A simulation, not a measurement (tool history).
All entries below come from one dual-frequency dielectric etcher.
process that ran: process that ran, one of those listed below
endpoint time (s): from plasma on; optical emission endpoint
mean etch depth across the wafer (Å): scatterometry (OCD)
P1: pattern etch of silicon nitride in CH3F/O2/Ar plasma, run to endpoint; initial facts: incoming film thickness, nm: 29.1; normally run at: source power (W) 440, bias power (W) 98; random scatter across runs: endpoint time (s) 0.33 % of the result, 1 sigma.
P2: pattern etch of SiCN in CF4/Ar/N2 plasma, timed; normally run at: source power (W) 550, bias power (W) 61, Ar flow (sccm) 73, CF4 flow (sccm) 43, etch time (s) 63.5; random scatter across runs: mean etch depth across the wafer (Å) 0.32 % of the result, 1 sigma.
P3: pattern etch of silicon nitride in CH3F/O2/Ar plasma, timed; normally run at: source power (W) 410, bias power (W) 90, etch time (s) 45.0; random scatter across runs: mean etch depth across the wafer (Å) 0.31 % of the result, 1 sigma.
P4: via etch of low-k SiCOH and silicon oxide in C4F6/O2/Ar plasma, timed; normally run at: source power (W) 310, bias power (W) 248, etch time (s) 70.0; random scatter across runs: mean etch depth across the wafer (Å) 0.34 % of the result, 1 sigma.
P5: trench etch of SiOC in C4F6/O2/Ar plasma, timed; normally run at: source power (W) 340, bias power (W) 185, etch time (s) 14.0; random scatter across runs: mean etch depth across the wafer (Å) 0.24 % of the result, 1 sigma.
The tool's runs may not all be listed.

run,day,process that ran,source power (W),bias power (W),etch time (s),Ar flow (sccm),CF4 flow (sccm),endpoint time (s),mean etch depth across the wafer (Å)
1,0.192,P1,440,98,,,,36.140,
2,0.438,P5,340,185,10.5,,,,198.05
3,0.712,P1,440,98,,,,36.265,
4,0.942,P5,340,185,14.0,,,,263.80
5,1.138,P1,590,82,,,,34.529,
6,1.421,P4,310,248,70.0,,,,1975.90
7,1.592,P4,310,248,43.0,,,,1211.30
8,1.896,P1,300,120,,,,38.708,
9,2.108,P2,550,61,63.5,73,58,,618.53
10,2.342,P5,340,185,14.0,,,,264.45
11,2.567,P3,410,90,45.0,,,,338.49
12,2.908,P1,280,98,,,,42.966,
13,3.225,P2,550,61,63.5,103,43,,555.70
14,3.504,P4,310,162,70.0,,,,1713.40
15,3.792,P1,600,131,,,,29.161,
16,4.079,P1,530,98,,,,33.695,
17,4.392,P1,440,68,,,,41.337,
18,4.621,P3,410,90,67.5,,,,508.91
# day 4.750: wet clean of the chamber
19,4.950,P5,340,137,14.0,,,,239.84
20,5.258,P5,240,185,14.0,,,,230.36
21,5.467,P3,570,90,45.0,,,,382.25
22,5.633,P4,200,248,70.0,,,,1671.50
23,5.925,P2,550,61,63.5,73,43,,588.54
24,6.154,P2,550,61,40.5,73,43,,375.63
25,6.333,P1,440,134,,,,32.217,
26,6.646,P3,410,116,45.0,,,,371.76
27,6.988,P2,780,61,63.5,73,43,,803.32
28,7.183,P1,440,98,,,,36.235,
29,7.346,P3,410,90,45.0,,,,338.77
30,7.496,P2,550,44,63.5,73,43,,533.36
31,7.767,P1,440,98,,,,36.079,
32,8.075,P1,440,98,,,,36.121,
33,8.400,P1,440,98,,,,36.141,
34,8.567,P1,440,98,,,,36.285,
35,8.888,P1,440,98,,,,36.598,
36,9.075,P1,440,98,,,,36.688,
37,9.317,P1,440,98,,,,36.707,
38,9.517,P1,440,98,,,,36.864,
39,9.821,P1,440,98,,,,36.800,
40,10.075,P1,440,98,,,,36.671,
# day 10.146: wet clean of the chamber
41,10.317,P1,440,98,,,,36.669,
42,10.625,P1,440,98,,,,36.950,
43,10.788,P1,440,98,,,,36.815,

The log shows P1 creeping away from where it was. Any of the 2 causes listed here, at the size stated for it, fits the log just as well as the others:
A: source power that arrives under what is set, % = 4.37
B: bias power that arrives under what is set, % = 4.51
The drift started at roughly day 8.400.
Other possible causes, and why each is ruled out:
chamber walls in a state that lowers the etch rate, %: maintenance at day 10.146, after the shift began, did not return the process to its former output

4 check runs are offered, one wafer each, their results left as question marks. Which one tells the causes apart?
check 1,10.950,P3,570,90,45.0,,,,?
check 2,10.950,P2,550,61,63.5,73,58,,?
check 3,10.950,P4,310,166,57.0,,,,?
check 4,10.950,P5,290,185,11.0,,,,?

Outcome of each check run for each possible cause:
check,result,if A,if B
check 1,mean etch depth across the wafer (Å),376.27,376.55
check 2,mean etch depth across the wafer (Å),594.34,609.26
check 3,mean etch depth across the wafer (Å),1381.20,1385.10
check 4,mean etch depth across the wafer (Å),191.96,192.39
Gap, in per cent, between the two causes that each check separates least, read from the result that separates them most: check 1 0.08 %; check 2 2.48 %; check 3 0.29 %; check 4 0.23 %
Only in check 2 would the causes give clearly different results; in the remaining checks their results would be nearly the same.

Then check 2 was run and gave: mean etch depth across the wafer (Å) 596.02. Which cause is it?

A is the cause: source power that arrives under what is set, %.

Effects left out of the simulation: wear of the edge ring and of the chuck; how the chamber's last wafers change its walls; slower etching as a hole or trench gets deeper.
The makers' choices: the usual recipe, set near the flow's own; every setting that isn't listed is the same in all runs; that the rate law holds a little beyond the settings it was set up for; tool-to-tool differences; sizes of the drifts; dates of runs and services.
